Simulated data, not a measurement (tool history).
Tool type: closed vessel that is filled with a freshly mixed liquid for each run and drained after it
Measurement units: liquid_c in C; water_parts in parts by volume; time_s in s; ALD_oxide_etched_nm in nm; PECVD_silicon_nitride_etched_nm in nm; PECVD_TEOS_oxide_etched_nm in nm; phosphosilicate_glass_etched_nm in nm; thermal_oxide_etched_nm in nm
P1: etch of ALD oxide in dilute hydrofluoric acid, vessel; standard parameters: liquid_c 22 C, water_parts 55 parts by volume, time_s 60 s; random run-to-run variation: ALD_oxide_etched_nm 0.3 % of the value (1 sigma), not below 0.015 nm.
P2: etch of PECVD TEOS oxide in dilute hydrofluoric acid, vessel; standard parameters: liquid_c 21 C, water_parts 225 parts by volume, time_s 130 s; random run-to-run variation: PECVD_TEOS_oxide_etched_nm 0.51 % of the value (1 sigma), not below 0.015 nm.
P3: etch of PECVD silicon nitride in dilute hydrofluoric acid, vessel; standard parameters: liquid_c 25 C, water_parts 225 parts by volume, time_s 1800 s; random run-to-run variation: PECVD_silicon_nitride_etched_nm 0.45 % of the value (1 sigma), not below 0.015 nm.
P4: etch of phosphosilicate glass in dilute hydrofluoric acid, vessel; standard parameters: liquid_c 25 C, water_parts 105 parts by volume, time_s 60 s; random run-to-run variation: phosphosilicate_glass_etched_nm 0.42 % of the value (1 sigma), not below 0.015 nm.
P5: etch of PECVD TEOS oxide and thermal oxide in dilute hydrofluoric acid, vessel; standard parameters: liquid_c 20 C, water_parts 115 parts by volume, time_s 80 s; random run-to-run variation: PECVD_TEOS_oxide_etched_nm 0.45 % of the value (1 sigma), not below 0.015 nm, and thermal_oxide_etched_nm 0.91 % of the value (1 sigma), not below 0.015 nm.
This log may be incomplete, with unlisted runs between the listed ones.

run,hour,process,liquid_c,water_parts,time_s,ALD_oxide_etched_nm,PECVD_silicon_nitride_etched_nm,PECVD_TEOS_oxide_etched_nm,phosphosilicate_glass_etched_nm,thermal_oxide_etched_nm
1,5.2,P1,22,55,60,20.544,,,,
2,11.1,P3,21,225,1800,,19.663,,,
3,17,P2,21,225,130,,,10.651,,
4,22.4,P1,22,80,60,13.676,,,,
5,29.2,P4,25,105,60,,,,55.766,
6,33.9,P1,22,55,30,10.244,,,,
7,43.1,P4,18.5,105,60,,,,42.678,
8,49.3,P5,20,115,80,,,13.461,,2.675
9,55.6,P2,21,225,195,,,16.04,,
10,60.5,P3,25,225,3145,,44.564,,,
11,67.5,P5,20,115,80,,,13.54,,2.6918
12,75.4,P1,22,55,95,32.221,,,,
13,80.5,P1,17,55,60,16.539,,,,
14,88,P1,28,25,60,60.002,,,,
15,96.9,P1,22,55,60,20.543,,,,
16,105.5,P4,25,165,60,,,,33.11,
17,110.9,P1,22,20,60,58.765,,,,
18,120.5,P1,18.5,55,85,24.97,,,,
19,126.2,P1,22,55,60,20.457,,,,
20,131.7,P1,22,55,60,20.536,,,,
21,140.1,P1,22,55,60,20.502,,,,
22,146.7,P5,20,185,80,,,7.8698,,1.5774
23,155.5,P4,25,105,30,,,,28.191,
24,164.8,P5,20,115,30,,,5.0883,,0.99068
25,173,P3,25,45,1800,,124.17,,,
26,181.7,P5,17,115,80,,,11.876,,2.4052
27,187,P1,18.5,20,60,50.475,,,,
28,191.6,P1,22,55,60,20.498,,,,
29,200.3,P2,17,225,130,,,9.122,,
30,205.1,P1,22,55,60,20.45,,,,
31,210,P1,26.5,55,60,24.642,,,,
32,216.1,P3,25,225,1800,,25.417,,,
33,225.1,P2,21,100,130,,,27.238,,
34,235.1,P2,21,225,130,,,10.601,,
35,239.4,P1,22,55,60,20.605,,,,
36,244.8,P1,22,55,60,19.84,,,,
37,250.9,P1,22,55,60,19.433,,,,
38,259.7,P1,22,55,60,19.011,,,,
39,266.7,P1,22,55,60,18.891,,,,
40,275,P1,22,55,60,18.769,,,,
41,283.6,P1,22,55,60,18.686,,,,
42,288.3,P1,22,55,60,18.819,,,,

P1 has crept away from where it was. The log is fitted equally well by each of these 2 causes, at the sizes shown:
A: liquid colder than its thermometer reads (K) = 2.13
B: hydrofluoric acid flow below the setpoint (%) = 8
At approximately hour 239.4, the process output began to creep.

Which of the 4 check runs listed below separates the causes, so that each cause would produce a clearly different result? Each run uses one wafer, and its results are marked with question marks.
check 1,293,P5,17,115,80,,,?,,?
check 2,293,P3,25,75,1800,,?,,,
check 3,293,P2,21,100,130,,,?,,
check 4,293,P4,19.5,105,60,,,,?,

If the cause were each of the candidates in turn, the checks would give the following:
check,result,if A,if B
check 1,PECVD_TEOS_oxide_etched_nm,10.902,10.863
check 1,thermal_oxide_etched_nm,2.1798,2.1722
check 2,PECVD_silicon_nitride_etched_nm,65.392,69.417
check 3,PECVD_TEOS_oxide_etched_nm,25.029,24.885
check 4,phosphosilicate_glass_etched_nm,41.054,40.855
Gap, in per cent, between the two causes that each check separates least, read from the result that separates them most: check 1 0.35 %; check 2 5.97 %; check 3 0.58 %; check 4 0.49 %
Only check 2 tells the causes apart: in the others they would give nearly the same result.

With check 2 done, the readings were: PECVD_silicon_nitride_etched_nm 69.34 nm. Identify which of the listed causes applies.

B is the cause: hydrofluoric acid flow below the setpoint (%).
